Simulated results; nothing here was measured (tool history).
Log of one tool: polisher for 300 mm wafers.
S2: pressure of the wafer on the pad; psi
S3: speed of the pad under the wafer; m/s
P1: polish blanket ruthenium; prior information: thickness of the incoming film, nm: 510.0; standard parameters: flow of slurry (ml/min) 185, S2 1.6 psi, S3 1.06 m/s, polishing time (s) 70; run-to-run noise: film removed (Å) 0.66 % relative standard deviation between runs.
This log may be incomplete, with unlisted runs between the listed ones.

{"run": 1, "hour": 11.2, "flow of slurry (ml/min)": 185, "S2": 1.6, "S3": 1.06, "polishing time (s)": 70, "film removed (Å)": 775.51}
{"run": 2, "hour": 23.7, "flow of slurry (ml/min)": 240, "S2": 1.6, "S3": 1.36, "polishing time (s)": 70, "film removed (Å)": 1035.1}
{"run": 3, "hour": 33.0, "flow of slurry (ml/min)": 115, "S2": 1.6, "S3": 1.06, "polishing time (s)": 70, "film removed (Å)": 713.91}
{"run": 4, "hour": 43.2, "flow of slurry (ml/min)": 185, "S2": 1.6, "S3": 1.06, "polishing time (s)": 70, "film removed (Å)": 771.36}
{"run": 5, "hour": 51.6, "flow of slurry (ml/min)": 185, "S2": 1.6, "S3": 1.06, "polishing time (s)": 70, "film removed (Å)": 775.93}
{"run": 6, "hour": 59.1, "flow of slurry (ml/min)": 185, "S2": 1.6, "S3": 1.06, "polishing time (s)": 109, "film removed (Å)": 1213.9}
{"run": 7, "hour": 72.2, "flow of slurry (ml/min)": 185, "S2": 1.6, "S3": 1.06, "polishing time (s)": 32, "film removed (Å)": 356.09}
{"run": 8, "hour": 81.4, "flow of slurry (ml/min)": 185, "S2": 1.0, "S3": 1.06, "polishing time (s)": 95, "film removed (Å)": 661.22}
{"run": 9, "hour": 90.5, "flow of slurry (ml/min)": 185, "S2": 1.6, "S3": 1.36, "polishing time (s)": 70, "film removed (Å)": 1003.0}
{"run": 10, "hour": 98.1, "flow of slurry (ml/min)": 275, "S2": 1.6, "S3": 1.06, "polishing time (s)": 70, "film removed (Å)": 812.45}
{"run": 11, "hour": 108.8, "flow of slurry (ml/min)": 110, "S2": 1.6, "S3": 0.48, "polishing time (s)": 70, "film removed (Å)": 321.61}
{"run": 12, "hour": 120.2, "flow of slurry (ml/min)": 185, "S2": 0.9, "S3": 1.06, "polishing time (s)": 70, "film removed (Å)": 437.39}
{"run": 13, "hour": 130.3, "flow of slurry (ml/min)": 185, "S2": 1.6, "S3": 1.06, "polishing time (s)": 70, "film removed (Å)": 782.6}
{"hour": 135.8, "done": "worn pad replaced by a new one"}
{"run": 14, "hour": 141.0, "flow of slurry (ml/min)": 185, "S2": 2.5, "S3": 1.06, "polishing time (s)": 70, "film removed (Å)": 1214.7}
{"run": 15, "hour": 149.7, "flow of slurry (ml/min)": 185, "S2": 1.6, "S3": 0.48, "polishing time (s)": 70, "film removed (Å)": 355.91}
{"run": 16, "hour": 161.3, "flow of slurry (ml/min)": 185, "S2": 1.6, "S3": 1.06, "polishing time (s)": 70, "film removed (Å)": 775.93}
{"run": 17, "hour": 169.5, "flow of slurry (ml/min)": 185, "S2": 1.6, "S3": 1.06, "polishing time (s)": 70, "film removed (Å)": 764.18}

What will run 18 give?
{"run": 18, "hour": 182.6, "flow of slurry (ml/min)": 185, "S2": 1.6, "S3": 1.06, "polishing time (s)": 70, "film removed (Å)": "?"}

{"run 18": {"film removed (Å)": 744.9}}
